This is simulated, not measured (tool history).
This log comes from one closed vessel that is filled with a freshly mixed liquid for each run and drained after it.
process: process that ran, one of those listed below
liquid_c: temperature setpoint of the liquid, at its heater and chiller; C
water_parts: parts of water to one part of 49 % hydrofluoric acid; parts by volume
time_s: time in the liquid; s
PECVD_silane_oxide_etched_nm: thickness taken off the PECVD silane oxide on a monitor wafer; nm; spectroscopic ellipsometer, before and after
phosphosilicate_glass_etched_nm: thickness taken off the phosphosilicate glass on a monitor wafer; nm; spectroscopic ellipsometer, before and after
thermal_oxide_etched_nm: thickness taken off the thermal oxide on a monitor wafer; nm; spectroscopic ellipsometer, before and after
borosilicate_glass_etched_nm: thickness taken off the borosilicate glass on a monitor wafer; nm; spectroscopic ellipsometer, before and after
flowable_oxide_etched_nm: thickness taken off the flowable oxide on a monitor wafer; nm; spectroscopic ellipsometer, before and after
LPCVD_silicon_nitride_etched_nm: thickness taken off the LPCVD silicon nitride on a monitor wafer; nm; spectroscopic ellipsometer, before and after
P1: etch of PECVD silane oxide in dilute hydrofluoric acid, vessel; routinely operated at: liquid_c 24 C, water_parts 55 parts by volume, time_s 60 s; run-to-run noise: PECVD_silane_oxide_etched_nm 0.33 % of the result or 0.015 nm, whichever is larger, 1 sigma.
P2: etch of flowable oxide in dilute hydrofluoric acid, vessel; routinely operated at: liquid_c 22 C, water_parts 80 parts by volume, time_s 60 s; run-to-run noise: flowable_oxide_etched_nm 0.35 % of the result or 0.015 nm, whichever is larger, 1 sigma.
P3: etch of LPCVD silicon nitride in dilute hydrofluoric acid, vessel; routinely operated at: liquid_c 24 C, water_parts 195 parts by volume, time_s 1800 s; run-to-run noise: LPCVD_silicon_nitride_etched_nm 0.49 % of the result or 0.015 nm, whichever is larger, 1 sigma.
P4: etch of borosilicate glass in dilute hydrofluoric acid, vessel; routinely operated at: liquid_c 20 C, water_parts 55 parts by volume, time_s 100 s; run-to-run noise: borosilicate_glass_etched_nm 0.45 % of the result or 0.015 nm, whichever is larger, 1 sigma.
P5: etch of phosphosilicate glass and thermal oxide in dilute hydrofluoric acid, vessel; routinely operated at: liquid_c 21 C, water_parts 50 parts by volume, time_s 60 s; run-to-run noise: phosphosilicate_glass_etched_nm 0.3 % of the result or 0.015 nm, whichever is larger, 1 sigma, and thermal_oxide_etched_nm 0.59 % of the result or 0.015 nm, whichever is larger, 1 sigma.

| run | hour | process | liquid_c | water_parts | time_s | hours since the thermometer was replaced | hours since the hydrofluoric acid flow meter was replaced | PECVD_silane_oxide_etched_nm | phosphosilicate_glass_etched_nm | thermal_oxide_etched_nm | borosilicate_glass_etched_nm | flowable_oxide_etched_nm | LPCVD_silicon_nitride_etched_nm |
|---|---|---|---|---|---|---|---|---|---|---|---|---|---|
| 1 | 6.9 | P1 | 24 | 55 | 60 | 1464.9 | 1076.6 | 58.23 |  |  |  |  |  |
| 2 | 15.3 | P5 | 17 | 50 | 60 | 1473.3 | 1085 |  | 120.65 | 4.6127 |  |  |  |
| 3 | 23.5 | P4 | 20 | 20 | 100 | 1481.5 | 1093.2 |  |  |  | 127.33 |  |  |
| 4 | 28.7 | P1 | 24 | 55 | 95 | 1486.7 | 1098.4 | 92.064 |  |  |  |  |  |
| 5 | 38.6 | P1 | 24 | 20 | 60 | 1496.6 | 1108.3 | 168.23 |  |  |  |  |  |
| 6 | 45.8 | P1 | 24 | 55 | 60 | 1503.8 | 1115.5 | 58.289 |  |  |  |  |  |
| 7 | 50.8 | P1 | 24 | 55 | 60 | 1508.8 | 1120.5 | 57.899 |  |  |  |  |  |
| 8 | 60.3 | P2 | 22 | 80 | 60 | 1518.3 | 1130 |  |  |  |  | 21.191 |  |
| 9 | 65.7 | P2 | 22 | 80 | 100 | 1523.7 | 1135.4 |  |  |  |  | 34.981 |  |
| 10 | 71.6 | P3 | 24 | 195 | 3070 | 1529.6 | 1141.3 |  |  |  |  |  | 7.4298 |
| 11 | 76.7 | P4 | 20 | 55 | 35 | 1534.7 | 1146.4 |  |  |  | 15.491 |  |  |
| 12 | 81.3 | P2 | 27 | 80 | 60 | 1539.3 | 1151 |  |  |  |  | 25.683 |  |
| 13 | 87 | P4 | 27.5 | 55 | 100 | 1545 | 1156.7 |  |  |  | 60.032 |  |  |
| 14 | 93.1 | P1 | 28.5 | 55 | 60 | 1551.1 | 1162.8 | 69.668 |  |  |  |  |  |
| 15 | 103 | P5 | 21 | 85 | 60 | 1561 | 1172.7 |  | 80.33 | 3.1277 |  |  |  |
| 16 | 110.5 | P1 | 24 | 55 | 30 | 1568.5 | 1180.2 | 29.113 |  |  |  |  |  |
| 17 | 119.5 | P3 | 24 | 195 | 1800 | 1577.5 | 1189.2 |  |  |  |  |  | 4.3485 |
| 18 | 125.3 | P5 | 21 | 50 | 60 | 1583.3 | 1195 |  | 143.19 | 5.4849 |  |  |  |
| 19 | 131.1 | P1 | 30 | 95 | 60 | 1589.1 | 1200.8 | 40.477 |  |  |  |  |  |
| 20 | 137 | P1 | 24 | 55 | 60 | 1595 | 1206.7 | 58.162 |  |  |  |  |  |
| 21 | 145.4 | P1 | 17 | 55 | 60 | 1603.4 | 1215.1 | 43.246 |  |  |  |  |  |
| 22 | 153.8 | P3 | 24 | 195 | 1800 | 1611.8 | 1223.5 |  |  |  |  |  | 4.3606 |
| 23 | 160.2 | P1 | 24 | 95 | 105 | 1618.2 | 1229.9 | 55.976 |  |  |  |  |  |
| 24 | 165.5 | P3 | 24 | 345 | 1800 | 1623.5 | 1235.2 |  |  |  |  |  | 2.4961 |
| 25 | 172.7 | P4 | 20 | 55 | 100 | 1630.7 | 1242.4 |  |  |  | 44.259 |  |  |
| 26 | 177.5 | P1 | 24 | 85 | 60 | 1635.5 | 1247.2 | 35.935 |  |  |  |  |  |
| 27 | 184.7 | P1 | 24 | 55 | 60 | 1642.7 | 1254.4 | 58.236 |  |  |  |  |  |
| 28 | 189.1 | P2 | 22 | 140 | 60 | 1647.1 | 1258.8 |  |  |  |  | 11.252 |  |
| 29 | 196.8 | P5 | 21 | 50 | 30 | 1654.8 | 1266.5 |  | 71.545 | 2.6784 |  |  |  |
| 30 | 203.3 | P3 | 30 | 195 | 1800 | 1661.3 | 1273 |  |  |  |  |  | 6.3225 |
| 31 | 208 | P1 | 24 | 55 | 60 | 1666 | 1277.7 | 58.08 |  |  |  |  |  |
| 32 | 213.9 | P1 | 24 | 55 | 60 | 1671.9 | 1283.6 | 56.728 |  |  |  |  |  |
| 33 | 222.4 | P1 | 24 | 55 | 60 | 1680.4 | 1292.1 | 55.352 |  |  |  |  |  |
| 34 | 231.9 | P1 | 24 | 55 | 60 | 1689.9 | 1301.6 | 54.331 |  |  |  |  |  |
| 35 | 239 | P1 | 24 | 55 | 60 | 1697 | 1308.7 | 54.111 |  |  |  |  |  |
| 36 | 245.3 | P1 | 24 | 55 | 60 | 1703.3 | 1315 | 54.324 |  |  |  |  |  |
| 37 | 251.4 | P1 | 24 | 55 | 60 | 1709.4 | 1321.1 | 53.677 |  |  |  |  |  |
| 38 | 257 | P1 | 24 | 55 | 60 | 1715 | 1326.7 | 53.578 |  |  |  |  |  |
| 39 | 261.7 | P1 | 24 | 55 | 60 | 1719.7 | 1331.4 | 53.341 |  |  |  |  |  |
| 40 | 269.6 | P1 | 24 | 55 | 60 | 1727.6 | 1339.3 | 53.648 |  |  |  |  |  |
| 41 | 274.3 | P1 | 24 | 55 | 60 | 1732.3 | 1344 | 53.336 |  |  |  |  |  |

The output of P1 has drifted from where it used to be. Each of the 2 causes below, taken at the size shown beside it, accounts for the log equally well:
A: liquid colder than its thermometer reads (K) = 2.08
B: hydrofluoric acid flow below the setpoint (%) = 7.68
Onset of the creep was near hour 208.

Of the 4 check runs listed below, each run on one wafer and each result written as a question mark, which would let you distinguish the listed causes because they would give clearly different results?
| check 1 | 279 | P4 | 27 | 20 | 100 |  |  |  |  |  | ? |  |  |
| check 2 | 279 | P3 | 28.5 | 195 | 1800 |  |  |  |  |  |  |  | ? |
| check 3 | 279 | P5 | 21 | 85 | 60 |  |  |  | ? | ? |  |  |  |
| check 4 | 279 | P2 | 22 | 125 | 60 |  |  |  |  |  |  | ? |  |

Outcome of each check run for each possible cause:
| check | result | if A | if B |
|---|---|---|---|
| check 1 | borosilicate_glass_etched_nm | 156.71 | 157.4 |
| check 2 | LPCVD_silicon_nitride_etched_nm | 5.077 | 5.3199 |
| check 3 | phosphosilicate_glass_etched_nm | 74.093 | 73.958 |
| check 3 | thermal_oxide_etched_nm | 2.8302 | 2.825 |
| check 4 | flowable_oxide_etched_nm | 11.757 | 11.66 |
Distance between the nearest two causes, measured in the result of the check that separates them most: check 1 0.44 %; check 2 4.67 %; check 3 0.18 %; check 4 0.83 %
Check 2 tells the causes apart: in the others they would give nearly the same result.

Here is what check 2 returned: LPCVD_silicon_nitride_etched_nm 5.2673 nm. Which cause is it?

The correct cause is B, namely: hydrofluoric acid flow below the setpoint (%).
